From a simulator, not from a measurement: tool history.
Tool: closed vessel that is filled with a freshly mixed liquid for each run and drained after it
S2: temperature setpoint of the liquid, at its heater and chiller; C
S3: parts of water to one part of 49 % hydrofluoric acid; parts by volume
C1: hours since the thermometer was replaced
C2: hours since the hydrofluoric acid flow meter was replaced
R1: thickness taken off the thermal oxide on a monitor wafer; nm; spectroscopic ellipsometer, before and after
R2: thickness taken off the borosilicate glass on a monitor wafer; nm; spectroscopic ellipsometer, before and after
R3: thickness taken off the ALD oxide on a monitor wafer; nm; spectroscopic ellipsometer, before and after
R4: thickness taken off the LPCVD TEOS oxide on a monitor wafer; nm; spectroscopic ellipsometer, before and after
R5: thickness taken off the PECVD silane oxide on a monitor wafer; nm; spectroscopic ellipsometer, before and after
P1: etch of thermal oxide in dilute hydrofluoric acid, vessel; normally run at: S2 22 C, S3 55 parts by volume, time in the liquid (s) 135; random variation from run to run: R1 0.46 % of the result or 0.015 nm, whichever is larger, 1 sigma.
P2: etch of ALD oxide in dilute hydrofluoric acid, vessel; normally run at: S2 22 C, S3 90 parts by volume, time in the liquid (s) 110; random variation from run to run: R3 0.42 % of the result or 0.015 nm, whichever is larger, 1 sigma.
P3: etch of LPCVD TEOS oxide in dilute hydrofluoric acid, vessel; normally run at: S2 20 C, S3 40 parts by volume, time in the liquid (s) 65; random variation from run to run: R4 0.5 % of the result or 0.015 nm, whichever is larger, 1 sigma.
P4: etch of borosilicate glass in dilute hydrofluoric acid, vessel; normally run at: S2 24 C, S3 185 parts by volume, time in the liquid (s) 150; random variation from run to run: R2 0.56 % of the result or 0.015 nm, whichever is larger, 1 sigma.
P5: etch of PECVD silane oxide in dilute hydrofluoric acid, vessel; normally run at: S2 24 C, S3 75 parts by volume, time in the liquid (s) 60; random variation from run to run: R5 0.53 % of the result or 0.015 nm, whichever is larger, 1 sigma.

Run 1, hour 3.7: process that ran P1, S2 22 C, S3 55 parts by volume, time in the liquid (s) 135; C1 587.5; C2 1626.9. Result: R1 11.202 nm.
Run 2, hour 7.7: process that ran P1, S2 22 C, S3 20 parts by volume, time in the liquid (s) 135; C1 591.5; C2 1630.9. Result: R1 32.148 nm.
Run 3, hour 12.5: process that ran P4, S2 24 C, S3 185 parts by volume, time in the liquid (s) 295; C1 596.3; C2 1635.7. Result: R2 35.358 nm.
Run 4, hour 16.5: process that ran P2, S2 22 C, S3 90 parts by volume, time in the liquid (s) 110; C1 600.3; C2 1639.7. Result: R3 20.099 nm.
Run 5, hour 18.9: process that ran P3, S2 17 C, S3 40 parts by volume, time in the liquid (s) 65; C1 602.7; C2 1642.1. Result: R4 21.76 nm.
Run 6, hour 23.7: process that ran P2, S2 22 C, S3 160 parts by volume, time in the liquid (s) 110; C1 607.5; C2 1646.9. Result: R3 10.393 nm.
Run 7, hour 28.9: process that ran P3, S2 20 C, S3 40 parts by volume, time in the liquid (s) 65; C1 612.7; C2 1652.1. Result: R4 24.893 nm.
Run 8, hour 32.2: process that ran P1, S2 22 C, S3 80 parts by volume, time in the liquid (s) 135; C1 616; C2 1655.4. Result: R1 7.4231 nm.
Run 9, hour 36: process that ran P1, S2 22 C, S3 55 parts by volume, time in the liquid (s) 135; C1 619.8; C2 1659.2. Result: R1 11.021 nm.
Run 10, hour 39.3: process that ran P5, S2 24 C, S3 20 parts by volume, time in the liquid (s) 60; C1 623.1; C2 1662.5. Result: R5 86.935 nm.
Run 11, hour 42.7: process that ran P1, S2 22 C, S3 55 parts by volume, time in the liquid (s) 135; C1 626.5; C2 1665.9. Result: R1 11.093 nm.
Run 12, hour 45.6: process that ran P3, S2 20 C, S3 40 parts by volume, time in the liquid (s) 95; C1 629.4; C2 1668.8. Result: R4 36.547 nm.
Run 13, hour 48.6: process that ran P1, S2 17 C, S3 55 parts by volume, time in the liquid (s) 135; C1 632.4; C2 1671.8. Result: R1 8.9747 nm.
Run 14, hour 52: process that ran P4, S2 17 C, S3 185 parts by volume, time in the liquid (s) 150; C1 635.8; C2 1675.2. Result: R2 13.735 nm.
Run 15, hour 57.1: process that ran P5, S2 24 C, S3 75 parts by volume, time in the liquid (s) 30; C1 640.9; C2 1680.3. Result: R5 10.73 nm.
Run 16, hour 61.9: process that ran P1, S2 22 C, S3 55 parts by volume, time in the liquid (s) 75; C1 645.7; C2 1685.1. Result: R1 6.2012 nm.
Run 17, hour 66.6: process that ran P1, S2 27 C, S3 55 parts by volume, time in the liquid (s) 135; C1 650.4; C2 1689.8. Result: R1 13.686 nm.
Run 18, hour 69.3: process that ran P2, S2 17 C, S3 90 parts by volume, time in the liquid (s) 110; C1 653.1; C2 1692.5. Result: R3 16.411 nm.
Run 19, hour 74.6: process that ran P4, S2 24 C, S3 185 parts by volume, time in the liquid (s) 150; C1 658.4; C2 1697.8. Result: R2 17.945 nm.
Run 20, hour 79.2: process that ran P1, S2 28 C, S3 25 parts by volume, time in the liquid (s) 135; C1 663; C2 1702.4. Result: R1 32.832 nm.
Run 21, hour 84: process that ran P3, S2 20 C, S3 20 parts by volume, time in the liquid (s) 65; C1 667.8; C2 1707.2. Result: R4 51.182 nm.
Run 22, hour 88.2: process that ran P1, S2 26.5 C, S3 55 parts by volume, time in the liquid (s) 75; C1 672; C2 1711.4. Result: R1 7.4148 nm.
Run 23, hour 90.8: process that ran P4, S2 24 C, S3 300 parts by volume, time in the liquid (s) 150; C1 674.6; C2 1714. Result: R2 9.9766 nm.
Run 24, hour 95: process that ran P1, S2 22 C, S3 55 parts by volume, time in the liquid (s) 235; C1 678.8; C2 1718.2. Result: R1 19.591 nm.
Run 25, hour 97.9: process that ran P5, S2 24 C, S3 75 parts by volume, time in the liquid (s) 60; C1 681.7; C2 1721.1. Result: R5 21.506 nm.
Run 26, hour 100.7: process that ran P1, S2 22 C, S3 55 parts by volume, time in the liquid (s) 135; C1 684.5; C2 1723.9. Result: R1 11.149 nm.
Run 27, hour 104.9: process that ran P1, S2 22 C, S3 55 parts by volume, time in the liquid (s) 135; C1 688.7; C2 1728.1. Result: R1 11.191 nm.
Run 28, hour 107.9: process that ran P5, S2 17 C, S3 75 parts by volume, time in the liquid (s) 60; C1 691.7; C2 1731.1. Result: R5 16.323 nm.
Run 29, hour 111.8: process that ran P1, S2 22 C, S3 55 parts by volume, time in the liquid (s) 135; C1 695.6; C2 1735. Result: R1 11.16 nm.
Run 30, hour 116.9: process that ran P2, S2 22 C, S3 90 parts by volume, time in the liquid (s) 220; C1 700.7; C2 1740.1. Result: R3 40.231 nm.

Forecast run 31:
Run 31, hour 119.9: process that ran P1, S2 22 C, S3 55 parts by volume, time in the liquid (s) 135; C1 703.7; C2 1743.1. Result: R1 ?.

Run 31 gave R1 11.282 nm.
